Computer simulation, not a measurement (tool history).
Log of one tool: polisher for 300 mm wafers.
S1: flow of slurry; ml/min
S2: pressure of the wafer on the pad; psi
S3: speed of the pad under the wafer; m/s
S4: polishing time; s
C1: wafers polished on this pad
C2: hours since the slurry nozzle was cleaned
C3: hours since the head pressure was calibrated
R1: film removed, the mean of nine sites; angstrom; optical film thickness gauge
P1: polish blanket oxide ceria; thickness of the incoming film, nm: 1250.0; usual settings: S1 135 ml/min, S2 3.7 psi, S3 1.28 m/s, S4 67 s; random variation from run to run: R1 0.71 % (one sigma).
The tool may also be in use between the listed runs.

run 1 day=0.367 | S1=135 S2=3.7 S3=1.28 S4=67 | C1=287 C2=487.7 C3=408.2 | R1=4467.7
run 2 day=0.817 | S1=135 S2=3.7 S3=0.78 S4=67 | C1=357 C2=498.5 C3=419.0 | R1=2752.3
run 3 day=1.146 | S1=135 S2=3.7 S3=1.28 S4=67 | C1=407 C2=506.4 C3=426.9 | R1=4458.9
run 4 day=1.671 | S1=135 S2=4.7 S3=1.68 S4=67 | C1=488 C2=519.0 C3=439.5 | R1=7488.0
run 5 day=2.133 | S1=135 S2=3.7 S3=1.28 S4=67 | C1=559 C2=530.1 C3=450.6 | R1=4543.8
run 6 day=2.450 | S1=135 S2=2.3 S3=1.28 S4=67 | C1=608 C2=537.7 C3=458.2 | R1=2785.1
run 7 day=3.000 | S1=135 S2=3.7 S3=1.28 S4=105 | C1=693 C2=550.9 C3=471.4 | R1=7085.5
run 8 day=3.321 | S1=175 S2=3.7 S3=0.78 S4=67 | C1=742 C2=558.6 C3=479.1 | R1=2849.4
run 9 day=4.004 | S1=80 S2=3.7 S3=1.82 S4=67 | C1=847 C2=575.0 C3=495.5 | R1=5607.6
run 10 day=4.500 | S1=135 S2=3.7 S3=1.28 S4=67 | C1=924 C2=586.9 C3=507.4 | R1=4501.2
run 11 day=4.838 | S1=135 S2=5.5 S3=1.28 S4=67 | C1=976 C2=595.0 C3=515.5 | R1=6684.2
run 12 day=5.358 | S1=200 S2=3.7 S3=1.28 S4=67 | C1=1056 C2=607.5 C3=528.0 | R1=4802.8
run 13 day=5.838 | S1=85 S2=3.7 S3=1.28 S4=67 | C1=1129 C2=619.0 C3=539.5 | R1=4057.7
run 14 day=6.138 | S1=135 S2=3.7 S3=1.70 S4=67 | C1=1176 C2=626.2 C3=546.7 | R1=5983.8
run 15 day=6.454 | S1=135 S2=3.7 S3=1.28 S4=42 | C1=1224 C2=633.8 C3=554.3 | R1=2789.2
run 16 day=6.921 | S1=135 S2=3.7 S3=1.28 S4=67 | C1=1296 C2=645.0 C3=565.5 | R1=4509.3
run 17 day=7.483 | S1=135 S2=3.7 S3=1.28 S4=67 | C1=1383 C2=658.5 C3=579.0 | R1=4529.7
run 18 day=8.108 | S1=135 S2=3.7 S3=1.28 S4=67 | C1=1479 C2=673.5 C3=594.0 | R1=4358.2
run 19 day=8.638 | S1=135 S2=3.7 S3=1.28 S4=67 | C1=1560 C2=686.2 C3=606.7 | R1=4260.3
run 20 day=9.242 | S1=135 S2=3.7 S3=1.28 S4=67 | C1=1654 C2=700.7 C3=621.2 | R1=4225.5
run 21 day=9.846 | S1=135 S2=3.7 S3=1.28 S4=67 | C1=1747 C2=715.2 C3=635.7 | R1=4124.5
run 22 day=10.479 | S1=135 S2=3.7 S3=1.28 S4=67 | C1=1844 C2=730.4 C3=650.9 | R1=4116.2
-- day=10.988 worn pad replaced by a new one
run 23 day=11.129 | S1=135 S2=3.7 S3=1.28 S4=67 | C1=22 C2=746.0 C3=666.5 | R1=4029.7
run 24 day=11.567 | S1=135 S2=3.7 S3=1.28 S4=67 | C1=89 C2=756.5 C3=677.0 | R1=4027.2
run 25 day=12.029 | S1=135 S2=3.7 S3=1.28 S4=67 | C1=160 C2=767.6 C3=688.1 | R1=4039.4
run 26 day=12.542 | S1=135 S2=3.7 S3=1.28 S4=67 | C1=239 C2=779.9 C3=700.4 | R1=4081.4

What P1 gives has crept away from where it was. These 2 causes fit the log equally well, each at the size given:
A: slurry flow missing at the pad, % = 37.9
B: head's pressure below its setpoint, % = 10.7
The creep began at about day 7.483.
Why every other cause is out:
removal rate lost through wear of the pad, %: serviced at day 10.988, which brought nothing back

4 check runs are offered, each on 5 wafers whose results are averaged, their results left as question marks. Which one tells the causes apart?
run check 1 day=13.054 | S1=180 S2=3.7 S3=1.28 S4=67 | R1=?
run check 2 day=13.054 | S1=135 S2=2.9 S3=1.28 S4=67 | R1=?
run check 3 day=13.054 | S1=135 S2=3.7 S3=0.86 S4=67 | R1=?
run check 4 day=13.054 | S1=135 S2=5.2 S3=1.28 S4=88 | R1=?

What each check would give under each cause:
check=check_1 result=R1 if_A=4329.1 if_B=4220.1
check=check_2 result=R1 if_A=3150.2 if_B=3151.7
check=check_3 result=R1 if_A=2700.4 if_B=2701.7
check=check_4 result=R1 if_A=7419.0 if_B=7422.6
How far apart the two closest causes lie, in the result that separates them most: check 1 2.55 %; check 2 0.05 %; check 3 0.05 %; check 4 0.05 %
Only check 1 tells the causes apart: in the others they would give nearly the same result.

Then check 1 was run and gave: R1 4340.5 angstrom. Which cause is it?

It is A: slurry flow missing at the pad, %.
